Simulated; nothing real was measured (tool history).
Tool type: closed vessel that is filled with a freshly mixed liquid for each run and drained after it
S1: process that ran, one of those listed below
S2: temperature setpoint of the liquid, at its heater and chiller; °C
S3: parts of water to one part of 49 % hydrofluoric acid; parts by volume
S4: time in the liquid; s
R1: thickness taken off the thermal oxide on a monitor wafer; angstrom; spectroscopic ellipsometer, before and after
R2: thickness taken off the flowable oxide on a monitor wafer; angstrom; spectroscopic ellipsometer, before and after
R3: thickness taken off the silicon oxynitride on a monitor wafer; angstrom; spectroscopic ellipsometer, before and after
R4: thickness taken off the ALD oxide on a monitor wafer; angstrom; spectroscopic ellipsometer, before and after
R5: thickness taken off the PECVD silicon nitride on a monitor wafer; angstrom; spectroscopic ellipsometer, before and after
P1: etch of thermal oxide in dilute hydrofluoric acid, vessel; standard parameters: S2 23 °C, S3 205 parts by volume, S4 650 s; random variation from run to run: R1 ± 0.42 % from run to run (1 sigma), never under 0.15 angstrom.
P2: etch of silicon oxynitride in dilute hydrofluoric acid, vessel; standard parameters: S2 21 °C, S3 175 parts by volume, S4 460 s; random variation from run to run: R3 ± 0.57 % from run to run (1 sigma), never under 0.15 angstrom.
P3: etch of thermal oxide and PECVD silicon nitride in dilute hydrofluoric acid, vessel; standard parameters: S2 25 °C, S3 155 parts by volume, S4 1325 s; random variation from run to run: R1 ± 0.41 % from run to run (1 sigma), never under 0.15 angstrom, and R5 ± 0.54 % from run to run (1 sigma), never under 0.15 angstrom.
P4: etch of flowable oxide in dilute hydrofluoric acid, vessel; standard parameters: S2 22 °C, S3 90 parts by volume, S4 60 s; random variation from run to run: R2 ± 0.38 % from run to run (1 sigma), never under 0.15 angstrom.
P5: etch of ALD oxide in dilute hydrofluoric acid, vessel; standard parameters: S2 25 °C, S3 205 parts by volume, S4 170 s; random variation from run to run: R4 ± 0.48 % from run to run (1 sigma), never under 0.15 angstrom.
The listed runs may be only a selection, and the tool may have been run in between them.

{"run": 1, "hour": 7.2, "S1": "P1", "S2": 23, "S3": 205, "S4": 650, "R1": 136.35}
{"run": 2, "hour": 13.7, "S1": "P4", "S2": 22, "S3": 90, "S4": 90, "R2": 373.7}
{"run": 3, "hour": 20.1, "S1": "P2", "S2": 21, "S3": 175, "S4": 815, "R3": 72.382}
{"run": 4, "hour": 25.3, "S1": "P5", "S2": 25, "S3": 205, "S4": 70, "R4": 79.27}
{"run": 5, "hour": 30.3, "S1": "P4", "S2": 22, "S3": 155, "S4": 60, "R2": 133.86}
{"run": 6, "hour": 39.9, "S1": "P3", "S2": 29, "S3": 155, "S4": 1325, "R1": 467.25, "R5": 208.32}
{"run": 7, "hour": 44.9, "S1": "P1", "S2": 23, "S3": 330, "S4": 650, "R1": 74.915}
{"run": 8, "hour": 53.0, "S1": "P1", "S2": 23, "S3": 205, "S4": 650, "R1": 136.82}
{"run": 9, "hour": 60.7, "S1": "P1", "S2": 31, "S3": 205, "S4": 180, "R1": 50.306}
{"run": 10, "hour": 67.3, "S1": "P1", "S2": 23, "S3": 205, "S4": 650, "R1": 135.59}
{"run": 11, "hour": 76.8, "S1": "P3", "S2": 25, "S3": 155, "S4": 1325, "R1": 400.33, "R5": 162.48}
{"run": 12, "hour": 86.0, "S1": "P5", "S2": 25, "S3": 205, "S4": 170, "R4": 191.38}
{"run": 13, "hour": 92.8, "S1": "P3", "S2": 25, "S3": 155, "S4": 1325, "R1": 400.59, "R5": 161.55}
{"run": 14, "hour": 97.1, "S1": "P4", "S2": 27, "S3": 90, "S4": 60, "R2": 302.34}
{"run": 15, "hour": 102.7, "S1": "P2", "S2": 27.5, "S3": 175, "S4": 460, "R3": 54.974}
{"run": 16, "hour": 107.6, "S1": "P5", "S2": 25, "S3": 110, "S4": 170, "R4": 396.52}
{"run": 17, "hour": 116.4, "S1": "P1", "S2": 27.5, "S3": 205, "S4": 650, "R1": 160.56}
{"run": 18, "hour": 122.5, "S1": "P1", "S2": 23, "S3": 205, "S4": 1130, "R1": 236.34}
{"run": 19, "hour": 128.0, "S1": "P1", "S2": 23, "S3": 85, "S4": 105, "R1": 61.225}
{"run": 20, "hour": 136.3, "S1": "P1", "S2": 23, "S3": 80, "S4": 650, "R1": 405.15}
{"run": 21, "hour": 140.5, "S1": "P1", "S2": 23, "S3": 205, "S4": 650, "R1": 136.27}
{"run": 22, "hour": 148.8, "S1": "P5", "S2": 33, "S3": 205, "S4": 170, "R4": 251.17}
{"run": 23, "hour": 155.2, "S1": "P3", "S2": 25, "S3": 80, "S4": 1325, "R1": 850.02, "R5": 314.38}
{"run": 24, "hour": 161.6, "S1": "P1", "S2": 23, "S3": 205, "S4": 125, "R1": 26.307}
{"run": 25, "hour": 167.1, "S1": "P1", "S2": 23, "S3": 45, "S4": 915, "R1": 1050.3}
{"run": 26, "hour": 172.5, "S1": "P1", "S2": 17, "S3": 205, "S4": 650, "R1": 108.37}
{"run": 27, "hour": 179.4, "S1": "P1", "S2": 23, "S3": 205, "S4": 650, "R1": 135.24}
{"run": 28, "hour": 184.8, "S1": "P3", "S2": 25, "S3": 155, "S4": 2655, "R1": 801.76, "R5": 324.87}
{"run": 29, "hour": 191.9, "S1": "P4", "S2": 22, "S3": 90, "S4": 60, "R2": 247.66}
{"run": 30, "hour": 196.2, "S1": "P4", "S2": 22, "S3": 90, "S4": 60, "R2": 248.44}
{"run": 31, "hour": 205.6, "S1": "P2", "S2": 21, "S3": 175, "S4": 460, "R3": 41.175}
{"run": 32, "hour": 211.2, "S1": "P2", "S2": 21, "S3": 290, "S4": 460, "R3": 23.04}
{"run": 33, "hour": 218.3, "S1": "P1", "S2": 23, "S3": 205, "S4": 650, "R1": 136.38}
{"run": 34, "hour": 226.7, "S1": "P1", "S2": 23, "S3": 205, "S4": 650, "R1": 131.79}
{"run": 35, "hour": 234.4, "S1": "P1", "S2": 23, "S3": 205, "S4": 650, "R1": 130.89}
{"run": 36, "hour": 242.0, "S1": "P1", "S2": 23, "S3": 205, "S4": 650, "R1": 129.04}
{"run": 37, "hour": 249.0, "S1": "P1", "S2": 23, "S3": 205, "S4": 650, "R1": 128.41}
{"run": 38, "hour": 256.1, "S1": "P1", "S2": 23, "S3": 205, "S4": 650, "R1": 127.79}
{"run": 39, "hour": 262.9, "S1": "P1", "S2": 23, "S3": 205, "S4": 650, "R1": 127.88}
{"run": 40, "hour": 272.4, "S1": "P1", "S2": 23, "S3": 205, "S4": 650, "R1": 126.98}
{"run": 41, "hour": 278.3, "S1": "P1", "S2": 23, "S3": 205, "S4": 650, "R1": 126.87}
{"run": 42, "hour": 286.1, "S1": "P1", "S2": 23, "S3": 205, "S4": 650, "R1": 126}
{"run": 43, "hour": 292.0, "S1": "P1", "S2": 23, "S3": 205, "S4": 650, "R1": 125.34}

The output of P1 has drifted from where it used to be. Each of the 2 causes below, taken at the size shown beside it, accounts for the log equally well:
A: liquid colder than its thermometer reads (K) = 1.94
B: hydrofluoric acid flow below the setpoint (%) = 5.8
The onset of the drift is placed at about hour 218.3.

4 check runs are offered, one wafer each, their results left as question marks. Which one tells the causes apart?
{"run": "check 1", "hour": 297.9, "S1": "P2", "S2": 25.5, "S3": 280, "S4": 460, "R3": "?"}
{"run": "check 2", "hour": 297.9, "S1": "P4", "S2": 26.5, "S3": 140, "S4": 60, "R2": "?"}
{"run": "check 3", "hour": 297.9, "S1": "P3", "S2": 25, "S3": 155, "S4": 2115, "R1": "?", "R5": "?"}
{"run": "check 4", "hour": 297.9, "S1": "P5", "S2": 32.5, "S3": 205, "S4": 170, "R4": "?"}

What each check would give under each cause:
check=check_1 result=R3 if_A=26.789 if_B=27.067
check=check_2 result=R2 if_A=166 if_B=166.55
check=check_3 result=R1 if_A=595.02 if_B=596.89
check=check_3 result=R5 if_A=229.09 if_B=244.6
check=check_4 result=R4 if_A=232.54 if_B=230.18
Separation of the two closest causes in each check, using whichever result separates them best: check 1 1.04 %; check 2 0.33 %; check 3 6.55 %; check 4 1.02 %
Only check 3 tells the causes apart: in the others they would give nearly the same result.

Check 3 was then run and gave: R1 597.83 angstrom; R5 244.93 angstrom. Which cause is it?

Of the candidate causes, it is B: hydrofluoric acid flow below the setpoint (%).
